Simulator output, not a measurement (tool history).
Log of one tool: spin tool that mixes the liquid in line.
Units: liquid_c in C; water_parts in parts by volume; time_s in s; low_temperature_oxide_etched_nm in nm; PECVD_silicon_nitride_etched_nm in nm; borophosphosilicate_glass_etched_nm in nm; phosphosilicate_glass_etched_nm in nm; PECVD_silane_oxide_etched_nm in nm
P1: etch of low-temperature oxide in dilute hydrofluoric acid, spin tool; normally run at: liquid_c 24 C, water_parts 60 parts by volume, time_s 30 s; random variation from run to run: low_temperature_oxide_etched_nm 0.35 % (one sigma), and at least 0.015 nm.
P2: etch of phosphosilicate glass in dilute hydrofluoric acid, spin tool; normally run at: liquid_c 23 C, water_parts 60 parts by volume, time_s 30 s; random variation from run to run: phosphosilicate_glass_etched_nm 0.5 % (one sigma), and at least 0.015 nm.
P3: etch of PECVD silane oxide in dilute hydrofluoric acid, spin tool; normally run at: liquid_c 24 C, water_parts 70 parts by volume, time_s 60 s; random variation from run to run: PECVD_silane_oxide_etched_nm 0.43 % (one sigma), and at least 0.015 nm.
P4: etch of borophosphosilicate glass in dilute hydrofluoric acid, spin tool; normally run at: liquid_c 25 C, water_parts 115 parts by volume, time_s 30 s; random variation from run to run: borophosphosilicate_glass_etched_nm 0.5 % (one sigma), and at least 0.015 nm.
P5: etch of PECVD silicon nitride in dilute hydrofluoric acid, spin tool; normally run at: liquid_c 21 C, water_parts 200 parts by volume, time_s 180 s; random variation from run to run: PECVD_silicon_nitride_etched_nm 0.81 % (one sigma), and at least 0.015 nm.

run	hour	process	liquid_c	water_parts	time_s	hours since the thermometer was replaced	hours since the hydrofluoric acid flow meter was replaced	low_temperature_oxide_etched_nm	PECVD_silicon_nitride_etched_nm	borophosphosilicate_glass_etched_nm	phosphosilicate_glass_etched_nm	PECVD_silane_oxide_etched_nm
1	10.3	P1	24	60	30	1873.9	1053.8	8.2101				
2	21.2	P5	21	200	180	1884.8	1064.7		3.1879			
3	29.9	P4	17	115	30	1893.5	1073.4			8.3249		
4	42.2	P2	23	60	30	1905.8	1085.7				39.925	
5	58.8	P2	23	60	15	1922.4	1102.3				20.033	
6	73.5	P5	27	200	180	1937.1	1117		4.5506			
7	82.5	P1	17.5	60	30	1946.1	1126	6.188				
8	92	P1	24	60	30	1955.6	1135.5	8.1281				
9	106.5	P1	24	60	55	1970.1	1150	14.871				
10	118.8	P1	20.5	60	15	1982.4	1162.3	3.506				
11	127.6	P1	24	100	30	1991.2	1171.1	4.6355				
12	136.1	P4	25	115	30	1999.7	1179.6			11.55		
13	144.8	P2	30	60	30	2008.4	1188.3				53.048	
14	161.2	P3	17	70	60	2024.8	1204.7					34.311
15	173.4	P1	24	60	30	2037	1216.9	8.1567				
16	188.2	P1	24	60	30	2051.8	1231.7	8.1544				
17	204.1	P1	24	60	30	2067.7	1247.6	8.1906				
18	220	P2	23	20	30	2083.6	1263.5				126.9	
19	234.9	P3	24	70	60	2098.5	1278.4					46.355
20	242.7	P1	24	30	30	2106.3	1286.2	16.822				
21	252.3	P5	21	325	180	2115.9	1295.8		1.981			
22	266.6	P3	24	20	60	2130.2	1310.1					172.32
23	280.1	P3	24	70	60	2143.7	1323.6					46.195
24	291.1	P4	25	190	30	2154.7	1334.6			6.3195		
25	300.5	P2	23	60	30	2164.1	1344				40.509	
# hour 306: thermometer replaced
26	308.9	P4	25	115	30	3	1352.4			11.468		
# hour 321.4: hydrofluoric acid flow meter replaced
27	323	P1	32.5	60	30	17.1	1.7	11.324				
28	338.3	P4	25	115	15	32.4	17			5.7365		
29	351	P1	24	60	15	45.1	29.7	4.024				
30	362	P1	24	85	15	56.1	40.7	2.7953				
31	375	P1	24	60	30	69.1	53.7	8.1091				
32	389.1	P1	24	60	30	83.2	67.8	8.1046				
33	404.4	P5	21	200	30	98.5	83.1		0.53798			
34	413	P3	24	70	15	107.1	91.7					11.556
35	427.9	P1	24	60	30	122	106.6	8.1921				
36	437.5	P1	24	60	30	131.6	116.2	8.4236				
37	450.3	P1	24	60	30	144.4	129	8.6835				
38	457.7	P1	24	60	30	151.8	136.4	8.721				
39	470.2	P1	24	60	30	164.3	148.9	8.8001				
40	485.7	P1	24	60	30	179.8	164.4	8.8745				
41	499.8	P1	24	60	30	193.9	178.5	8.8737				

What P1 gives has crept away from where it was. These 2 causes fit the log equally well, each at the size given:
A: hydrofluoric acid flow above the setpoint (%) = 8.55
B: liquid hotter than its thermometer reads (K) = 2.18
The creep began at about hour 427.9.

4 check runs are offered, each on 3 wafers whose results are averaged, their results left as question marks. Which one tells the causes apart?
check 1	513.9	P5	21	305	115				?			
check 2	513.9	P3	24	70	15							?
check 3	513.9	P2	29	60	15						?	
check 4	513.9	P4	17.5	115	30					?		

What each check would give under each cause:
check	result	if A	if B
check 1	PECVD_silicon_nitride_etched_nm	1.4383	1.5206
check 2	PECVD_silane_oxide_etched_nm	12.603	12.583
check 3	phosphosilicate_glass_etched_nm	27.916	27.792
check 4	borophosphosilicate_glass_etched_nm	9.3317	9.3168
How far apart the two closest causes lie, in the result that separates them most: check 1 5.56 %; check 2 0.16 %; check 3 0.45 %; check 4 0.16 %
Only check 1 tells the causes apart: in the others they would give nearly the same result.

Check 1 was then run and gave: PECVD_silicon_nitride_etched_nm 1.522 nm. Which cause is it?

It is B: liquid hotter than its thermometer reads (K).

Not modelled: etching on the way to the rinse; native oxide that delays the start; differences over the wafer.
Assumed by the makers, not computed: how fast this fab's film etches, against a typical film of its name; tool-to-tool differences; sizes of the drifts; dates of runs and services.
